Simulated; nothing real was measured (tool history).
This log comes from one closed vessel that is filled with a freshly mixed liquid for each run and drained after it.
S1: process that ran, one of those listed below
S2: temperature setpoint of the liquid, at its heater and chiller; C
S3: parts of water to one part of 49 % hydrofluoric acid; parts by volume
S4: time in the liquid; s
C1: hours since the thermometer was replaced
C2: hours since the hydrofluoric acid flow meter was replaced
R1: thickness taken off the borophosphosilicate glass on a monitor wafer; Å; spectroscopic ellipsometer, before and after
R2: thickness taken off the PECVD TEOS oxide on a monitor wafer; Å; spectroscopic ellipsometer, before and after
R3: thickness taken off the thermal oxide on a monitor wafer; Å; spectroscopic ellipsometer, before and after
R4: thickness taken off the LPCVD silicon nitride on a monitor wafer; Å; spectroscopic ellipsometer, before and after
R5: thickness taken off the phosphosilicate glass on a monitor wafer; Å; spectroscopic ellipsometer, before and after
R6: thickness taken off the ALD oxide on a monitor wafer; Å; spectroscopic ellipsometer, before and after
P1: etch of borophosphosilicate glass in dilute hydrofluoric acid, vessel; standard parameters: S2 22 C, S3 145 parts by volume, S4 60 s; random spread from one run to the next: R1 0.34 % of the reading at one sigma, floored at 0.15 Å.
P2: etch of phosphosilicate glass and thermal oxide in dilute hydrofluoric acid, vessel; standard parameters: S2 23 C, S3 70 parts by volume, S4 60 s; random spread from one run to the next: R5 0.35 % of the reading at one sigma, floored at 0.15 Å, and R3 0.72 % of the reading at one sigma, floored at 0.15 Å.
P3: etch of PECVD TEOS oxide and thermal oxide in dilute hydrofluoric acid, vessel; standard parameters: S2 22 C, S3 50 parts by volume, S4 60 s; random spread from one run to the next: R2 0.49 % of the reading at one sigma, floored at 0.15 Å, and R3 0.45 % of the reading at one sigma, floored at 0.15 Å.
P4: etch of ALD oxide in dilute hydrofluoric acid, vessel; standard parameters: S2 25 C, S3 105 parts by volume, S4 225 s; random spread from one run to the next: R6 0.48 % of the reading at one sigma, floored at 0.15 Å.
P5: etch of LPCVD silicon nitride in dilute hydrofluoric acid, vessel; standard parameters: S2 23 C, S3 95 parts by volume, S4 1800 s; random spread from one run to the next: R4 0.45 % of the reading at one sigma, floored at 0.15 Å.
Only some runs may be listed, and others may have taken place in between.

run   hour  S1    S2   S3    S4     C1     C2      R1      R2      R3      R4      R5      R6
  1      7  P1    22  145    60  558.1  501.8  180.18
  2   16.4  P1    18  145    60  567.5  511.2   154.4
  3   23.6  P3    22   50    30  574.7  518.4          137.45  26.902
  4   33.3  P5    23   95  1800  584.4  528.1                          85.327
  5   39.3  P2    23   70   100  590.4  534.1                  63.556          1122.7
  6   44.7  P1    22  145    60  595.8  539.5  179.98
  7   52.1  P5  29.5   95  1800  603.2  546.9                          130.14
  8   59.2  P1    22   80    30  610.3    554  175.75
  9   69.2  P1    22  210    60  620.3    564  116.65
 10   78.8  P1    22  145    60  629.9  573.6  180.09
      85.9  -- hydrofluoric acid flow meter replaced
 11     89  P2    19   70    60  640.1    3.2                   32.83          570.78
 12   99.2  P1    22  145   110  650.3   13.4  329.52
 13  108.6  P1    22  145    60  659.7   22.8  181.31
 14  114.9  P1  28.5  145    60    666   29.1  230.64
 15  125.1  P1  18.5   85    60  676.2   39.3  284.96
 16    131  P1    22   85    60  682.1   45.2  328.74
 17  139.9  P2    23  110    60    691   54.1                  22.873           408.7
 18  145.2  P3    22   75    60  696.3   59.4          177.85  35.266
 19  155.1  P4    25  105   225  706.2   69.3                                          303.83
 20  160.7  P5    23   20  1800  711.8   74.9                          385.27
 21  170.5  P5    23   95  2700  721.6   84.7                          127.59
 22  179.4  P4    32  105   225  730.5   93.6                                          395.12
 23  184.7  P2    23   70    60  735.8   98.9                  39.025          668.66
 24  195.3  P1    18  145    30  746.4  109.5  76.756
 25  203.8  P3    22   50    60  754.9    118           275.4  54.553
 26  212.7  P3    22   50    60  763.8  126.9          274.57  54.696
 27  219.3  P1    22  145    30  770.4  133.5  90.508
 28  228.1  P4    25  105   370  779.2  142.3                                          497.03
 29  234.7  P2    23   70    60  785.8  148.9                  38.452          669.54
 30  243.6  P3    17   50    60  794.7  157.8          221.39  44.295
 31  252.5  P4    25   45   225  803.6  166.7                                          763.31
 32    260  P1    22  145    60  811.1  174.2  181.17
 33  265.7  P1    22  145    60  816.8  179.9   179.7
 34    274  P1    22  145    60  825.1  188.2  173.91
 35  280.3  P1    22  145    60  831.4  194.5  170.51
 36  288.3  P1    22  145    60  839.4  202.5  169.46
 37  297.2  P1    22  145    60  848.3  211.4  168.67
 38  304.1  P1    22  145    60  855.2  218.3  167.54
 39    314  P1    22  145    60  865.1  228.2   168.1

P1 has crept away from where it was. The log is fitted equally well by each of these 2 causes, at the sizes shown:
A: hydrofluoric acid flow below the setpoint (%) = 6.22
B: liquid colder than its thermometer reads (K) = 1.9
Onset of the creep was near hour 265.7.

Of the 4 check runs listed below, each run on one wafer and each result written as a question mark, which would let you distinguish the listed causes because they would give clearly different results?
check 1  323.9  P3    22  70    60               ?   ?
check 2  323.9  P5  29.5  95  1800                       ?
check 3  323.9  P4    25  55   225                               ?
check 4  323.9  P2    23  90    60                   ?       ?

What each check would give under each cause:
  check  result    if A    if B
check 1      R2  178.43  176.82
check 1      R3  35.393  35.074
check 2      R4  121.36   114.7
check 3      R6  573.59  568.63
check 4      R3  27.261  27.106
check 4      R5  474.16  471.47
Separation of the two closest causes in each check, using whichever result separates them best: check 1 0.91 %; check 2 5.65 %; check 3 0.87 %; check 4 0.57 %
Check 2 tells the causes apart: in the others they would give nearly the same result.

Running check 2 produced the following: R4 114.68 Å. Which one of the listed causes fits?

The cause is B: liquid colder than its thermometer reads (K).
